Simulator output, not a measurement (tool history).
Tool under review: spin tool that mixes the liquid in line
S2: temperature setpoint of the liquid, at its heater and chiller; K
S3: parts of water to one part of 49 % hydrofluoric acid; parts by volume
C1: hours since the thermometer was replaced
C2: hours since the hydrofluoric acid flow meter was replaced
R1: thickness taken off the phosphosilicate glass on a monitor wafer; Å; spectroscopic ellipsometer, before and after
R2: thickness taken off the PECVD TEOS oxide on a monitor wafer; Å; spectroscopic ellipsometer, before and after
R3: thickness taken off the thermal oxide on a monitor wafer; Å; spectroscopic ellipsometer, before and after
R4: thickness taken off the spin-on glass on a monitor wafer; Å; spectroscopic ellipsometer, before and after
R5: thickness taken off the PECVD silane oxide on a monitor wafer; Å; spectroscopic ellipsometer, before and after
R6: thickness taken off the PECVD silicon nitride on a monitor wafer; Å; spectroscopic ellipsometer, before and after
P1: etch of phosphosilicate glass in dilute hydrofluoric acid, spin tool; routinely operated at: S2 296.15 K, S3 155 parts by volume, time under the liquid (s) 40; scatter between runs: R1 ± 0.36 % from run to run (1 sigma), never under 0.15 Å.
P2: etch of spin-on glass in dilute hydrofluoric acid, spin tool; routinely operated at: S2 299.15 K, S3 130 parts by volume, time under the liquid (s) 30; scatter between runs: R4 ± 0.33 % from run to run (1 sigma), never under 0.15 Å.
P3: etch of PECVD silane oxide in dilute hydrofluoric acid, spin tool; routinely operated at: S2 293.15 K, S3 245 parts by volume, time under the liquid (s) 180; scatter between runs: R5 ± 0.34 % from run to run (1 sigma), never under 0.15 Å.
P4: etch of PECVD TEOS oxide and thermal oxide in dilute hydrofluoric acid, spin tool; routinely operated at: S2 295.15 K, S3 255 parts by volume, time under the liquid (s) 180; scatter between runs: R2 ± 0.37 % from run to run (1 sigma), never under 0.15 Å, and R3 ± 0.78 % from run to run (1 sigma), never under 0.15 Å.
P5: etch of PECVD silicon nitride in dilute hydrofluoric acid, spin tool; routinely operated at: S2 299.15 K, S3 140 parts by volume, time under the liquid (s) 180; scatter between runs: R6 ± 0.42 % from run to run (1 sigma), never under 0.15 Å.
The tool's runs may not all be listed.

Run 1, hour 8.8: process that ran P1, S2 296.15 K, S3 155 parts by volume, time under the liquid (s) 40; C1 734.8; C2 1380.5. Result: R1 161.190 Å.
Run 2, hour 17.5: process that ran P4, S2 295.15 K, S3 255 parts by volume, time under the liquid (s) 180; C1 743.5; C2 1389.2. Result: R2 122.800 Å, R3 26.773 Å.
Run 3, hour 24.8: process that ran P2, S2 299.15 K, S3 130 parts by volume, time under the liquid (s) 50; C1 750.8; C2 1396.5. Result: R4 140.350 Å.
Run 4, hour 39.6: process that ran P3, S2 293.15 K, S3 245 parts by volume, time under the liquid (s) 180; C1 765.6; C2 1411.3. Result: R5 167.600 Å.
Run 5, hour 51.0: process that ran P4, S2 295.15 K, S3 255 parts by volume, time under the liquid (s) 265; C1 777.0; C2 1422.7. Result: R2 177.760 Å, R3 39.202 Å.
Run 6, hour 60.9: process that ran P1, S2 296.15 K, S3 155 parts by volume, time under the liquid (s) 40; C1 786.9; C2 1432.6. Result: R1 159.420 Å.
Run 7, hour 69.7: process that ran P1, S2 296.15 K, S3 155 parts by volume, time under the liquid (s) 15; C1 795.7; C2 1441.4. Result: R1 60.339 Å.
Run 8, hour 82.4: process that ran P4, S2 302.65 K, S3 255 parts by volume, time under the liquid (s) 180; C1 808.4; C2 1454.1. Result: R2 158.660 Å, R3 35.291 Å.
Run 9, hour 89.9: process that ran P5, S2 299.15 K, S3 140 parts by volume, time under the liquid (s) 180; C1 815.9; C2 1461.6. Result: R6 51.1780 Å.
Run 10, hour 99.4: process that ran P3, S2 293.15 K, S3 245 parts by volume, time under the liquid (s) 180; C1 825.4; C2 1471.1. Result: R5 167.920 Å.
Run 11, hour 107.9: process that ran P5, S2 305.65 K, S3 140 parts by volume, time under the liquid (s) 180; C1 833.9; C2 1479.6. Result: R6 76.4160 Å.
Run 12, hour 121.5: process that ran P1, S2 296.15 K, S3 155 parts by volume, time under the liquid (s) 40; C1 847.5; C2 1493.2. Result: R1 162.050 Å.
Run 13, hour 130.6: process that ran P3, S2 298.15 K, S3 245 parts by volume, time under the liquid (s) 180; C1 856.6; C2 1502.3. Result: R5 201.180 Å.
Run 14, hour 141.1: process that ran P1, S2 296.15 K, S3 155 parts by volume, time under the liquid (s) 40; C1 867.1; C2 1512.8. Result: R1 160.130 Å.
Run 15, hour 152.7: process that ran P2, S2 299.15 K, S3 130 parts by volume, time under the liquid (s) 30; C1 878.7; C2 1524.4. Result: R4 84.225 Å.
Run 16, hour 160.8: process that ran P5, S2 299.15 K, S3 140 parts by volume, time under the liquid (s) 35; C1 886.8; C2 1532.5. Result: R6 9.8691 Å.
Run 17, hour 167.5: process that ran P4, S2 295.15 K, S3 255 parts by volume, time under the liquid (s) 180; C1 893.5; C2 1539.2. Result: R2 121.780 Å, R3 26.736 Å.
Run 18, hour 177.0: process that ran P3, S2 293.15 K, S3 245 parts by volume, time under the liquid (s) 60; C1 903.0; C2 1548.7. Result: R5 55.978 Å.
Run 19, hour 183.8: process that ran P2, S2 293.15 K, S3 130 parts by volume, time under the liquid (s) 30; C1 909.8; C2 1555.5. Result: R4 66.913 Å.
Run 20, hour 192.2: process that ran P1, S2 296.15 K, S3 30 parts by volume, time under the liquid (s) 40; C1 918.2; C2 1563.9. Result: R1 966.900 Å.
Run 21, hour 202.9: process that ran P2, S2 299.15 K, S3 180 parts by volume, time under the liquid (s) 30; C1 928.9; C2 1574.6. Result: R4 57.350 Å.
Run 22, hour 212.4: process that ran P1, S2 296.15 K, S3 260 parts by volume, time under the liquid (s) 40; C1 938.4; C2 1584.1. Result: R1 85.566 Å.
Run 23, hour 222.6: process that ran P4, S2 295.15 K, S3 420 parts by volume, time under the liquid (s) 180; C1 948.6; C2 1594.3. Result: R2 63.969 Å, R3 14.083 Å.
Run 24, hour 232.5: process that ran P1, S2 296.15 K, S3 155 parts by volume, time under the liquid (s) 40; C1 958.5; C2 1604.2. Result: R1 160.100 Å.
Run 25, hour 243.0: process that ran P3, S2 293.15 K, S3 135 parts by volume, time under the liquid (s) 180; C1 969.0; C2 1614.7. Result: R5 340.790 Å.
Run 26, hour 250.4: process that ran P1, S2 290.15 K, S3 155 parts by volume, time under the liquid (s) 40; C1 976.4; C2 1622.1. Result: R1 126.620 Å.
Run 27, hour 262.5: process that ran P1, S2 296.15 K, S3 155 parts by volume, time under the liquid (s) 75; C1 988.5; C2 1634.2. Result: R1 301.800 Å.

Estimate the outcome of run 28 from the log above:
Run 28, hour 273.4: process that ran P1, S2 296.15 K, S3 220 parts by volume, time under the liquid (s) 80; C1 999.4; C2 1645.1. Result: R1 ?.

R1: 210.070 Å
